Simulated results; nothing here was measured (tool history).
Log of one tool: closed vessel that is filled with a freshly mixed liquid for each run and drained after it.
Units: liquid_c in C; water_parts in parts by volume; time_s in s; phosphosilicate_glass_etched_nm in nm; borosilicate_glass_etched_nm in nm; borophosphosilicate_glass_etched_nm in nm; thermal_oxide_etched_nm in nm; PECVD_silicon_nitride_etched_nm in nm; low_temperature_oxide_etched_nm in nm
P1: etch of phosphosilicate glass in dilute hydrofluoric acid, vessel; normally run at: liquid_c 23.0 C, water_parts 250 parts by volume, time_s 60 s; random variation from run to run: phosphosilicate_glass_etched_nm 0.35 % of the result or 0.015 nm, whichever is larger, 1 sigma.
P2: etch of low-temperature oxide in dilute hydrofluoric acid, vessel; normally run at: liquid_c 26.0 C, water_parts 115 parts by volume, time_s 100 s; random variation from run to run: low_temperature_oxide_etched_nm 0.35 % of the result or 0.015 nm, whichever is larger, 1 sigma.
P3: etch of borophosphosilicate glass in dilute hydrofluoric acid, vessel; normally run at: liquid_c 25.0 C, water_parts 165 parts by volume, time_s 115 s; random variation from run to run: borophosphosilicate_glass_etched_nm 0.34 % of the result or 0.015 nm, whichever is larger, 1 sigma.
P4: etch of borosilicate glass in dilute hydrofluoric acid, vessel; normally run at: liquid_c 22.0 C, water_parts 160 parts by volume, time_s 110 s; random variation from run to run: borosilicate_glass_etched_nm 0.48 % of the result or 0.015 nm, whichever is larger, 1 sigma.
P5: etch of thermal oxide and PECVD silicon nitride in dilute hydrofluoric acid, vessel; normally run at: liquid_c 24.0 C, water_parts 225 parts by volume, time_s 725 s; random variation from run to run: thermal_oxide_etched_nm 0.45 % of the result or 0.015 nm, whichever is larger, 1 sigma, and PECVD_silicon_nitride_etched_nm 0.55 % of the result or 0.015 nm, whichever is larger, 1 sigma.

run	hour	process	liquid_c	water_parts	time_s	phosphosilicate_glass_etched_nm	borosilicate_glass_etched_nm	borophosphosilicate_glass_etched_nm	thermal_oxide_etched_nm	PECVD_silicon_nitride_etched_nm	low_temperature_oxide_etched_nm
1	7.5	P1	23.0	250	60	21.6640					
2	18.2	P1	23.0	250	110	39.6370					
3	29.2	P1	23.0	100	60	63.9600					
4	39.4	P1	23.0	250	60	21.6940					
5	51.5	P4	22.0	160	110		28.957				
6	64.3	P1	17.0	250	30	8.6048					
7	76.8	P3	25.0	165	50			8.5375			
8	89.5	P1	23.0	250	60	21.6380					
9	99.6	P5	24.0	225	1270				22.366	13.4130	
10	111.2	P1	23.0	250	60	21.7640					
11	119.1	P2	26.0	115	100						14.0700
12	125.7	P5	18.5	225	725				10.518	5.3457	
13	134.8	P5	24.0	225	725				12.888	7.6037	
14	141.1	P3	25.0	165	115			19.4730			
15	149.5	P1	28.0	250	60	25.7730					
16	162.3	P5	24.0	225	725				12.748	7.6840	
17	172.1	P2	26.0	115	195						27.6140
18	178.4	P4	22.0	160	110		28.685				
19	185.7	P1	17.0	250	60	17.3290					
20	194.9	P1	23.0	80	115	155.1100					
21	203.9	P4	27.5	160	110		35.392				
22	215.0	P1	23.0	250	60	21.6020					
23	225.2	P2	19.5	115	100						10.9380
24	237.4	P4	22.0	160	30		7.899				
25	244.0	P4	22.0	85	110		59.540				
26	250.3	P1	23.0	380	60	12.6620					
27	262.2	P1	23.0	250	60	21.6200					
28	269.1	P3	17.0	165	115			14.3220			
29	281.3	P1	23.0	250	30	10.8920					
30	292.9	P3	25.0	165	115			19.4610			
31	303.7	P5	24.0	100	725				33.373	17.0950	
32	313.3	P2	26.0	185	100						8.0507
33	324.6	P3	25.0	285	115			9.9540			
34	334.3	P1	23.0	250	60	21.6750					
35	340.5	P1	23.0	250	60	21.2120					
36	348.9	P1	23.0	250	60	20.7040					
37	357.3	P1	23.0	250	60	20.3110					
38	369.7	P1	23.0	250	60	20.1240					
39	381.4	P1	23.0	250	60	20.0230					
40	389.4	P1	23.0	250	60	20.0400					
41	398.8	P1	23.0	250	60	20.1200					
42	406.3	P1	23.0	250	60	19.8880					

What P1 gives has crept away from where it was. These 2 causes fit the log equally well, each at the size given:
A: liquid colder than its thermometer reads (K) = 2.18
B: hydrofluoric acid flow below the setpoint (%) = 6.15
The creep began at about hour 334.3.

4 check runs are offered, one wafer each, their results left as question marks. Which one tells the causes apart?
check 1	413.8	P3	20.5	285	115			?			
check 2	413.8	P5	24.0	125	725				?	?	
check 3	413.8	P4	22.0	160	65		?				
check 4	413.8	P2	23.0	170	100						?

What each check would give under each cause:
check	result	if A	if B
check 1	borophosphosilicate_glass_etched_nm	7.8144	7.8174
check 2	thermal_oxide_etched_nm	23.698	23.999
check 2	PECVD_silicon_nitride_etched_nm	11.8750	12.8730
check 3	borosilicate_glass_etched_nm	15.663	15.832
check 4	low_temperature_oxide_etched_nm	7.3462	7.4089
How far apart the two closest causes lie, in the result that separates them most: check 1 0.04 %; check 2 8.07 %; check 3 1.08 %; check 4 0.85 %
Check 2 tells the causes apart: in the others they would give nearly the same result.

Check 2 was then run and gave: thermal_oxide_etched_nm 23.553 nm; PECVD_silicon_nitride_etched_nm 11.8050 nm. Which cause is it?

It is A: liquid colder than its thermometer reads (K).
